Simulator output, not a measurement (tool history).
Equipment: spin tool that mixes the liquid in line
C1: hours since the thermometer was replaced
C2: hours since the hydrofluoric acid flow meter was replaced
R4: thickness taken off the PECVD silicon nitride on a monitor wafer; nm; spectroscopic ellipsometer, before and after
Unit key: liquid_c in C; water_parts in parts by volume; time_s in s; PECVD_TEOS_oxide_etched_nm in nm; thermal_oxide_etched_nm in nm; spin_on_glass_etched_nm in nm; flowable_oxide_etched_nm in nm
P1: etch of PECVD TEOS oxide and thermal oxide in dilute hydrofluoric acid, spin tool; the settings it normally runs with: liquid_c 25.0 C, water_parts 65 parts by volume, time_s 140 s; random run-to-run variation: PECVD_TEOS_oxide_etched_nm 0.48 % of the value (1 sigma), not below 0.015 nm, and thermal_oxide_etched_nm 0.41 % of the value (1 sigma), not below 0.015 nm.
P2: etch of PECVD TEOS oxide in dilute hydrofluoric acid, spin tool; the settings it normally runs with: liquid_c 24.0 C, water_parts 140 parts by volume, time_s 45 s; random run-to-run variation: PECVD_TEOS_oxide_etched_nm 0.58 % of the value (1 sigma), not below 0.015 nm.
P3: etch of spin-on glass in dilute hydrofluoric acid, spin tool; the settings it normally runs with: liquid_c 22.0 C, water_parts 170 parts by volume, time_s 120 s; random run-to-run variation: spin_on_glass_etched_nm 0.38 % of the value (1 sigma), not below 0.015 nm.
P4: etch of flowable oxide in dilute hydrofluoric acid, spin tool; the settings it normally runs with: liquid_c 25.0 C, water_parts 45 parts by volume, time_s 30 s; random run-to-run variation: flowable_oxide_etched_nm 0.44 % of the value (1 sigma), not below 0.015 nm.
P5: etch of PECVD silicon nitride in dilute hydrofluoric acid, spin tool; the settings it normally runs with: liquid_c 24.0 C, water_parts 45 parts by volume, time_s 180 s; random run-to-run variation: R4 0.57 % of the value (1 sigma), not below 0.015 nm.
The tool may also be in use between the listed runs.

run 1 day=0.362 | process=P1 liquid_c=25.0 water_parts=65 time_s=140 | C1=380.6 C2=600.7 | PECVD_TEOS_oxide_etched_nm=53.6200 thermal_oxide_etched_nm=11.7760
run 2 day=0.692 | process=P1 liquid_c=25.0 water_parts=20 time_s=140 | C1=388.5 C2=608.6 | PECVD_TEOS_oxide_etched_nm=185.3500 thermal_oxide_etched_nm=40.4350
run 3 day=1.096 | process=P1 liquid_c=31.0 water_parts=105 time_s=140 | C1=398.2 C2=618.3 | PECVD_TEOS_oxide_etched_nm=39.6590 thermal_oxide_etched_nm=8.6456
run 4 day=1.525 | process=P3 liquid_c=27.5 water_parts=170 time_s=120 | C1=408.5 C2=628.6 | spin_on_glass_etched_nm=29.148
run 5 day=1.975 | process=P3 liquid_c=22.0 water_parts=50 time_s=120 | C1=419.3 C2=639.4 | spin_on_glass_etched_nm=92.389
run 6 day=2.242 | process=P1 liquid_c=25.0 water_parts=65 time_s=205 | C1=425.7 C2=645.8 | PECVD_TEOS_oxide_etched_nm=78.3190 thermal_oxide_etched_nm=17.2730
run 7 day=2.612 | process=P5 liquid_c=24.0 water_parts=45 time_s=40 | C1=434.6 C2=654.7 | R4=4.7488
run 8 day=2.921 | process=P4 liquid_c=25.0 water_parts=45 time_s=30 | C1=442.0 C2=662.1 | flowable_oxide_etched_nm=18.243
run 9 day=3.188 | process=P3 liquid_c=22.0 water_parts=170 time_s=120 | C1=448.4 C2=668.5 | spin_on_glass_etched_nm=23.530
run 10 day=3.412 | process=P4 liquid_c=25.0 water_parts=45 time_s=60 | C1=453.8 C2=673.9 | flowable_oxide_etched_nm=36.092
run 11 day=3.771 | process=P1 liquid_c=29.0 water_parts=65 time_s=140 | C1=462.4 C2=682.5 | PECVD_TEOS_oxide_etched_nm=62.5790 thermal_oxide_etched_nm=13.7340
run 12 day=4.212 | process=P2 liquid_c=28.0 water_parts=140 time_s=45 | C1=473.0 C2=693.1 | PECVD_TEOS_oxide_etched_nm=5.2801
run 13 day=4.533 | process=P1 liquid_c=18.5 water_parts=65 time_s=140 | C1=480.7 C2=700.8 | PECVD_TEOS_oxide_etched_nm=40.8560 thermal_oxide_etched_nm=9.0222
run 14 day=4.817 | process=P4 liquid_c=25.0 water_parts=75 time_s=30 | C1=487.5 C2=707.6 | flowable_oxide_etched_nm=10.475
run 15 day=5.154 | process=P2 liquid_c=24.0 water_parts=140 time_s=15 | C1=495.6 C2=715.7 | PECVD_TEOS_oxide_etched_nm=1.5257
run 16 day=5.496 | process=P3 liquid_c=22.0 water_parts=170 time_s=120 | C1=503.8 C2=723.9 | spin_on_glass_etched_nm=23.684
run 17 day=5.750 | process=P1 liquid_c=25.0 water_parts=65 time_s=140 | C1=509.9 C2=730.0 | PECVD_TEOS_oxide_etched_nm=53.7310 thermal_oxide_etched_nm=11.7190
run 18 day=6.033 | process=P2 liquid_c=24.0 water_parts=35 time_s=45 | C1=516.7 C2=736.8 | PECVD_TEOS_oxide_etched_nm=20.7710
run 19 day=6.362 | process=P2 liquid_c=24.0 water_parts=140 time_s=45 | C1=524.6 C2=744.7 | PECVD_TEOS_oxide_etched_nm=4.5761
run 20 day=6.758 | process=P3 liquid_c=22.0 water_parts=170 time_s=70 | C1=534.1 C2=754.2 | spin_on_glass_etched_nm=13.828
run 21 day=6.992 | process=P4 liquid_c=17.0 water_parts=45 time_s=30 | C1=539.7 C2=759.8 | flowable_oxide_etched_nm=12.940
run 22 day=7.321 | process=P5 liquid_c=24.0 water_parts=25 time_s=180 | C1=547.6 C2=767.7 | R4=37.9930
run 23 day=7.679 | process=P1 liquid_c=25.0 water_parts=65 time_s=140 | C1=556.2 C2=776.3 | PECVD_TEOS_oxide_etched_nm=53.3490 thermal_oxide_etched_nm=11.6900
run 24 day=7.904 | process=P5 liquid_c=17.0 water_parts=45 time_s=180 | C1=561.6 C2=781.7 | R4=13.2490
run 25 day=8.212 | process=P1 liquid_c=25.0 water_parts=95 time_s=140 | C1=569.0 C2=789.1 | PECVD_TEOS_oxide_etched_nm=34.9540 thermal_oxide_etched_nm=7.7056
run 26 day=8.542 | process=P1 liquid_c=25.0 water_parts=65 time_s=20 | C1=576.9 C2=797.0 | PECVD_TEOS_oxide_etched_nm=7.6234 thermal_oxide_etched_nm=1.6594
run 27 day=8.958 | process=P5 liquid_c=24.0 water_parts=45 time_s=180 | C1=586.9 C2=807.0 | R4=21.3480
run 28 day=9.296 | process=P5 liquid_c=24.0 water_parts=45 time_s=180 | C1=595.0 C2=815.1 | R4=21.3280
run 29 day=9.704 | process=P1 liquid_c=25.0 water_parts=65 time_s=140 | C1=604.8 C2=824.9 | PECVD_TEOS_oxide_etched_nm=53.1610 thermal_oxide_etched_nm=11.6870
run 30 day=9.925 | process=P1 liquid_c=25.0 water_parts=65 time_s=140 | C1=610.1 C2=830.2 | PECVD_TEOS_oxide_etched_nm=53.0690 thermal_oxide_etched_nm=11.6820
run 31 day=10.175 | process=P1 liquid_c=25.0 water_parts=65 time_s=140 | C1=616.1 C2=836.2 | PECVD_TEOS_oxide_etched_nm=51.5630 thermal_oxide_etched_nm=11.2750
run 32 day=10.617 | process=P1 liquid_c=25.0 water_parts=65 time_s=140 | C1=626.7 C2=846.8 | PECVD_TEOS_oxide_etched_nm=50.1100 thermal_oxide_etched_nm=10.9500
run 33 day=11.025 | process=P1 liquid_c=25.0 water_parts=65 time_s=140 | C1=636.5 C2=856.6 | PECVD_TEOS_oxide_etched_nm=48.6960 thermal_oxide_etched_nm=10.8860
run 34 day=11.438 | process=P1 liquid_c=25.0 water_parts=65 time_s=140 | C1=646.4 C2=866.5 | PECVD_TEOS_oxide_etched_nm=48.6370 thermal_oxide_etched_nm=10.6950
run 35 day=11.700 | process=P1 liquid_c=25.0 water_parts=65 time_s=140 | C1=652.7 C2=872.8 | PECVD_TEOS_oxide_etched_nm=48.5830 thermal_oxide_etched_nm=10.6920
run 36 day=12.083 | process=P1 liquid_c=25.0 water_parts=65 time_s=140 | C1=661.9 C2=882.0 | PECVD_TEOS_oxide_etched_nm=48.4650 thermal_oxide_etched_nm=10.6270
run 37 day=12.279 | process=P1 liquid_c=25.0 water_parts=65 time_s=140 | C1=666.6 C2=886.7 | PECVD_TEOS_oxide_etched_nm=48.2450 thermal_oxide_etched_nm=10.7250

The output of P1 has drifted from where it used to be. Each of the 2 causes below, taken at the size shown beside it, accounts for the log equally well:
A: liquid colder than its thermometer reads (K) = 2.29
B: hydrofluoric acid flow below the setpoint (%) = 8.2
The process output started creeping at around day 9.925.

Consider the 4 single-wafer check runs listed below, results given as question marks: which one distinguishes between the causes by giving clearly different results for each?
run check 1 day=12.475 | process=P2 liquid_c=24.0 water_parts=40 time_s=45 | PECVD_TEOS_oxide_etched_nm=?
run check 2 day=12.475 | process=P3 liquid_c=22.0 water_parts=95 time_s=70 | spin_on_glass_etched_nm=?
run check 3 day=12.475 | process=P5 liquid_c=24.0 water_parts=45 time_s=55 | R4=?
run check 4 day=12.475 | process=P4 liquid_c=25.0 water_parts=75 time_s=50 | flowable_oxide_etched_nm=?

What every check run would give for each of its results, assuming each possible cause in turn:
check=check_1 result=PECVD_TEOS_oxide_etched_nm if_A=16.4820 if_B=16.5740
check=check_2 result=spin_on_glass_etched_nm if_A=24.436 if_B=24.389
check=check_3 result=R4 if_A=5.6172 if_B=6.0395
check=check_4 result=flowable_oxide_etched_nm if_A=15.918 if_B=15.891
How far apart the two closest causes lie, in the result that separates them most: check 1 0.56 %; check 2 0.19 %; check 3 7.25 %; check 4 0.17 %
Only in check 3 would the causes give clearly different results; in the remaining checks their results would be nearly the same.

Check 3 was carried out, with these results: R4 5.6129 nm. Which of the listed causes is responsible?

Of the candidate causes, it is A: liquid colder than its thermometer reads (K).
